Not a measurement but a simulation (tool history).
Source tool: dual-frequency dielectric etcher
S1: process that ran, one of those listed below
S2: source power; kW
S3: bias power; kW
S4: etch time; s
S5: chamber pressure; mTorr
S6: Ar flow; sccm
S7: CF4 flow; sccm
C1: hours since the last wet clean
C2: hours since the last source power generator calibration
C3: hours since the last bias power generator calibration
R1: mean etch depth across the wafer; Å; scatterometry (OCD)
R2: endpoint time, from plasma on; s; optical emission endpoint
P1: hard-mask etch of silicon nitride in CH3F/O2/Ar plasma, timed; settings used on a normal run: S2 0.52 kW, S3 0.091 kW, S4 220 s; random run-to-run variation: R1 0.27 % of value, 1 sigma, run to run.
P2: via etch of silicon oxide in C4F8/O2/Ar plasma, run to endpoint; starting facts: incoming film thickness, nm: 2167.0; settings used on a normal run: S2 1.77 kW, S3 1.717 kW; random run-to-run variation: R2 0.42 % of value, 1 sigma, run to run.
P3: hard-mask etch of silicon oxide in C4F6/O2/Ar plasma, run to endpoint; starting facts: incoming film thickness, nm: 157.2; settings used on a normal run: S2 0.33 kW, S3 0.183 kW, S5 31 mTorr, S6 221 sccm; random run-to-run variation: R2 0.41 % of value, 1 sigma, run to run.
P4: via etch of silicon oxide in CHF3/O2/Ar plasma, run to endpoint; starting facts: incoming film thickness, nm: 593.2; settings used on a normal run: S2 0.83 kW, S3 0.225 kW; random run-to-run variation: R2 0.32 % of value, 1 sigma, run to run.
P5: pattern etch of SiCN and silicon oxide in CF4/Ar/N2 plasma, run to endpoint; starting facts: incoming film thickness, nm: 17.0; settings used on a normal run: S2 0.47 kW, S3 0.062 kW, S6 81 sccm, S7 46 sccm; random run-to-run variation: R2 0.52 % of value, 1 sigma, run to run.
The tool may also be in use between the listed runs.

run 1 hour=11.1 | S1=P1 S2=0.52 S3=0.091 S4=220 | C1=287.7 C2=2373.4 C3=917.5 | R1=1843.4
run 2 hour=20.2 | S1=P1 S2=0.3 S3=0.091 S4=220 | C1=296.8 C2=2382.5 C3=926.6 | R1=1495.6
run 3 hour=27.6 | S1=P2 S2=1.77 S3=1.717 | C1=304.2 C2=2389.9 C3=934 | R2=482.47
run 4 hour=34.5 | S1=P4 S2=0.83 S3=0.183 | C1=311.1 C2=2396.8 C3=940.9 | R2=267.43
run 5 hour=45.9 | S1=P3 S2=0.39 S3=0.183 S5=31 S6=221 | C1=322.5 C2=2408.2 C3=952.3 | R2=47.933
run 6 hour=53.8 | S1=P1 S2=0.52 S3=0.091 S4=220 | C1=330.4 C2=2416.1 C3=960.2 | R1=1843.7
run 7 hour=65.3 | S1=P1 S2=0.52 S3=0.091 S4=288 | C1=341.9 C2=2427.6 C3=971.7 | R1=2421.4
run 8 hour=75.9 | S1=P2 S2=1.77 S3=1.717 | C1=352.5 C2=2438.2 C3=982.3 | R2=480.27
-- hour=82.5 wet clean of the chamber
run 9 hour=84.1 | S1=P2 S2=1.18 S3=1.717 | C1=1.6 C2=2446.4 C3=990.5 | R2=563.96
run 10 hour=94 | S1=P3 S2=0.33 S3=0.235 S5=31 S6=221 | C1=11.5 C2=2456.3 C3=1000.4 | R2=46.832
run 11 hour=103 | S1=P4 S2=0.83 S3=0.225 | C1=20.5 C2=2465.3 C3=1009.4 | R2=251.05
run 12 hour=109.8 | S1=P3 S2=0.33 S3=0.183 S5=38.5 S6=221 | C1=27.3 C2=2472.1 C3=1016.2 | R2=52.479
run 13 hour=120.7 | S1=P1 S2=0.65 S3=0.091 S4=220 | C1=38.2 C2=2483 C3=1027.1 | R1=2000.5
run 14 hour=129.1 | S1=P3 S2=0.33 S3=0.183 S5=31 S6=303 | C1=46.6 C2=2491.4 C3=1035.5 | R2=52.885
run 15 hour=139.8 | S1=P1 S2=0.52 S3=0.091 S4=220 | C1=57.3 C2=2502.1 C3=1046.2 | R1=1846.3
run 16 hour=148.7 | S1=P1 S2=0.52 S3=0.115 S4=220 | C1=66.2 C2=2511 C3=1055.1 | R1=2006.8
run 17 hour=154.8 | S1=P5 S2=0.36 S3=0.062 S6=81 S7=46 | C1=72.3 C2=2517.1 C3=1061.2 | R2=26.62
run 18 hour=160.1 | S1=P1 S2=0.52 S3=0.062 S4=220 | C1=77.6 C2=2522.4 C3=1066.5 | R1=1617.9
run 19 hour=166.8 | S1=P2 S2=1.77 S3=1.008 | C1=84.3 C2=2529.1 C3=1073.2 | R2=556.36
run 20 hour=173.6 | S1=P1 S2=0.52 S3=0.091 S4=133.5 | C1=91.1 C2=2535.9 C3=1080 | R1=1121.6
run 21 hour=184.2 | S1=P3 S2=0.33 S3=0.183 S5=31 S6=221 | C1=101.7 C2=2546.5 C3=1090.6 | R2=50.873
run 22 hour=193.5 | S1=P4 S2=1.09 S3=0.225 | C1=111 C2=2555.8 C3=1099.9 | R2=225.38
run 23 hour=201.8 | S1=P1 S2=0.32 S3=0.06 S4=220 | C1=119.3 C2=2564.1 C3=1108.2 | R1=1319.5
run 24 hour=213 | S1=P1 S2=0.52 S3=0.091 S4=220 | C1=130.5 C2=2575.3 C3=1119.4 | R1=1837.4
run 25 hour=221.7 | S1=P5 S2=0.47 S3=0.062 S6=49 S7=46 | C1=139.2 C2=2584 C3=1128.1 | R2=19.196
run 26 hour=228.1 | S1=P5 S2=0.47 S3=0.062 S6=81 S7=64 | C1=145.6 C2=2590.4 C3=1134.5 | R2=19.72
run 27 hour=238.6 | S1=P1 S2=0.52 S3=0.091 S4=220 | C1=156.1 C2=2600.9 C3=1145 | R1=1837.4
run 28 hour=247.9 | S1=P1 S2=0.52 S3=0.091 S4=220 | C1=165.4 C2=2610.2 C3=1154.3 | R1=1849.3
run 29 hour=253.6 | S1=P4 S2=0.83 S3=0.225 | C1=171.1 C2=2615.9 C3=1160 | R2=249.91
run 30 hour=261.1 | S1=P5 S2=0.47 S3=0.037 S6=81 S7=46 | C1=178.6 C2=2623.4 C3=1167.5 | R2=24.431
run 31 hour=270.3 | S1=P5 S2=0.47 S3=0.062 S6=81 S7=46 | C1=187.8 C2=2632.6 C3=1176.7 | R2=20.693
run 32 hour=278.5 | S1=P1 S2=0.52 S3=0.091 S4=220 | C1=196 C2=2640.8 C3=1184.9 | R1=1840.9
run 33 hour=284.1 | S1=P1 S2=0.52 S3=0.091 S4=220 | C1=201.6 C2=2646.4 C3=1190.5 | R1=1854.3
run 34 hour=292.9 | S1=P1 S2=0.52 S3=0.091 S4=220 | C1=210.4 C2=2655.2 C3=1199.3 | R1=1862.4
run 35 hour=299.5 | S1=P1 S2=0.52 S3=0.091 S4=220 | C1=217 C2=2661.8 C3=1205.9 | R1=1862.2
-- hour=308.9 wet clean of the chamber
run 36 hour=309.8 | S1=P1 S2=0.52 S3=0.091 S4=220 | C1=1 C2=2672.1 C3=1216.2 | R1=1873.1
run 37 hour=320.4 | S1=P1 S2=0.52 S3=0.091 S4=220 | C1=11.6 C2=2682.7 C3=1226.8 | R1=1871
run 38 hour=328.9 | S1=P1 S2=0.52 S3=0.091 S4=220 | C1=20.1 C2=2691.2 C3=1235.3 | R1=1865.2

Something has made what P1 gives creep away from where it was; the 2 causes below, each at its own stated size, fit the log equally well:
A: source power that arrives over what is set, % = 3.63
B: bias power that arrives over what is set, % = 3.85
The gradual shift began around hour 278.5.
The rest of the possible causes, and what rules out each one:
chamber walls in a state that raises the etch rate, %: serviced at hour 308.9, which brought nothing back

Which of the 4 check runs listed below, each an average over 3 wafers with its results shown as question marks, gives clearly different results under the different listed causes?
run check 1 hour=337.4 | S1=P2 S2=1.2 S3=1.295 | R2=?
run check 2 hour=337.4 | S1=P5 S2=0.47 S3=0.039 S6=58 S7=46 | R2=?
run check 3 hour=337.4 | S1=P4 S2=0.98 S3=0.192 | R2=?
run check 4 hour=337.4 | S1=P3 S2=0.33 S3=0.183 S5=31 S6=273 | R2=?

How each check would come out, cause by cause:
check=check_1 result=R2 if_A=599.33 if_B=601.87
check=check_2 result=R2 if_A=21.97 if_B=22.447
check=check_3 result=R2 if_A=243.93 if_B=244.24
check=check_4 result=R2 if_A=51.478 if_B=51.562
Per-check spread between the two closest causes, in the result where they differ most: check 1 0.42 %; check 2 2.15 %; check 3 0.13 %; check 4 0.16 %
Only check 2 tells the causes apart: in the others they would give nearly the same result.

The results of check 2 are: R2 22.525 s. Based on these, which of the listed causes is it?

It is B: bias power that arrives over what is set, %.
